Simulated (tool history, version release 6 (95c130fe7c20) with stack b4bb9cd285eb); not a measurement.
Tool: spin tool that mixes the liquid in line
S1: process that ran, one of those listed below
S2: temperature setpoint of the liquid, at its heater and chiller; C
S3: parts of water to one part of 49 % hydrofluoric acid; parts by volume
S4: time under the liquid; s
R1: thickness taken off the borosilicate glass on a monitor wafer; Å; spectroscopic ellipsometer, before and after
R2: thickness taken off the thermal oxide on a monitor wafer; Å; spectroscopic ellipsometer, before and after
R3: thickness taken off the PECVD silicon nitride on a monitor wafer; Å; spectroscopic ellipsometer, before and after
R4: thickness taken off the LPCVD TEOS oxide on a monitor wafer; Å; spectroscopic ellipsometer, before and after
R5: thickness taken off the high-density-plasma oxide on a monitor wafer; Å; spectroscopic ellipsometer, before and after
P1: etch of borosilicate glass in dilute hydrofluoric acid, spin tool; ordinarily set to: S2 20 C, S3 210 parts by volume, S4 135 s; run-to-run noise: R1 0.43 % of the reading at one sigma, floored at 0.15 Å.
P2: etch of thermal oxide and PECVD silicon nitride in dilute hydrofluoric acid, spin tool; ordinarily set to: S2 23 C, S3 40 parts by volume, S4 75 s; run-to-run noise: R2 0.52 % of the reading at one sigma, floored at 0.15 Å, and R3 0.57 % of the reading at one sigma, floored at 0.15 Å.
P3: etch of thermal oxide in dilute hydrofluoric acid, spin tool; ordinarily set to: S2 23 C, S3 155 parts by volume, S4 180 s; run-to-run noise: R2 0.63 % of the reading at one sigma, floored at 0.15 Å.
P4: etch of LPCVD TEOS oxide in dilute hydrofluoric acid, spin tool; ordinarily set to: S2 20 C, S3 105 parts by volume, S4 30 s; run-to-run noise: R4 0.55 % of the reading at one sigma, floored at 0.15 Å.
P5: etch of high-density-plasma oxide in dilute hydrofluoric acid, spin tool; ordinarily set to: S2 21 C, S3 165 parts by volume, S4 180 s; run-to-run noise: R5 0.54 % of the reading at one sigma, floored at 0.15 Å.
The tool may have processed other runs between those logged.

run	hour	S1	S2	S3	S4	R1	R2	R3	R4	R5
1	4.8	P1	20	210	135	89.587				
2	11.1	P1	20	210	30	19.53				
3	16.9	P1	17	210	135	79.58				
4	21.3	P1	20	210	230	152.41				
5	24.4	P1	20	375	135	43.344				
6	29.5	P3	23	155	355		98.908			
7	33.8	P3	23	155	180		49.736			
8	38.5	P1	24.5	130	135	186.45				
9	42.8	P2	23	70	75		50.4	49.558		
10	48.6	P1	20	335	235	87.599				
11	53.2	P1	20	210	135	89.619				
12	59.8	P4	20	105	65				211.05	
13	64	P2	23	40	75		91.816	85.886		
14	67.3	P1	20	300	20	8.4312				
15	70.8	P4	20	185	30				51.51	
16	74.6	P4	20	105	30				97.394	
17	77.6	P1	20	65	135	335.99				
18	81	P1	20	210	135	89.525				
19	85.2	P3	23	290	180		23.487			
20	90.9	P2	19	40	75		76.841	65.263		
21	97.7	P5	21	165	180					51.817
22	100.9	P4	17	105	30				86.408	
23	106.5	P3	30.5	155	180		66.933			
24	110.9	P4	20	105	30				97.42	
25	115.7	P5	25.5	165	180					61.481
26	120.1	P1	20	210	135	89.181				
27	124.8	P1	26.5	210	135	114.56				
28	129.3	P1	20	210	135	89.548				
29	133.7	P2	23	40	35		43.14	40.366		
30	140.3	P2	23	40	75		91.834	85.805		
31	146.5	P5	21	165	340					96.291
32	149.9	P5	21	290	180					25.708
33	156.5	P1	20	210	135	89.785				
34	163	P1	20	210	135	86.582				
35	169.3	P1	20	210	135	85.445				
36	174.9	P1	20	210	135	84.835				
37	179.2	P1	20	210	135	83.832				
38	183.5	P1	20	210	135	84.148				
39	188.6	P1	20	210	135	84.695				
40	193.3	P1	20	210	135	84.326				
41	200.1	P1	20	210	135	84.508				

What P1 gives has crept off from where it sat before. The 2 causes that follow fit the log equally well, each at the size noted:
A: liquid colder than its thermometer reads (K) = 1.72
B: hydrofluoric acid flow below the setpoint (%) = 5.36
The onset of the drift is placed at about hour 156.5.

4 check runs are offered, one wafer each, their results left as question marks. Which one tells the causes apart?
check 1	206.9	P2	23	40	35		?	?		
check 2	206.9	P5	21	285	325					?
check 3	206.9	P4	17	180	30				?	
check 4	206.9	P3	29.5	280	180		?			

Check results expected under each cause:
check	result	if A	if B
check 1	R2	39.78	40.35
check 1	R3	35.635	38.007
check 2	R5	44.931	44.63
check 3	R4	43.676	43.913
check 4	R2	28.872	28.429
Minimum pairwise separation of causes per check, each pair taken at its best-separating result: check 1 6.44 %; check 2 0.67 %; check 3 0.54 %; check 4 1.55 %
Check 1 is the one run that separates the causes; every other check would come out nearly the same whichever cause is at work.

After running check 1, the following was obtained: R2 40.263 Å; R3 38.389 Å. Which cause does this point to?

It is B: hydrofluoric acid flow below the setpoint (%).
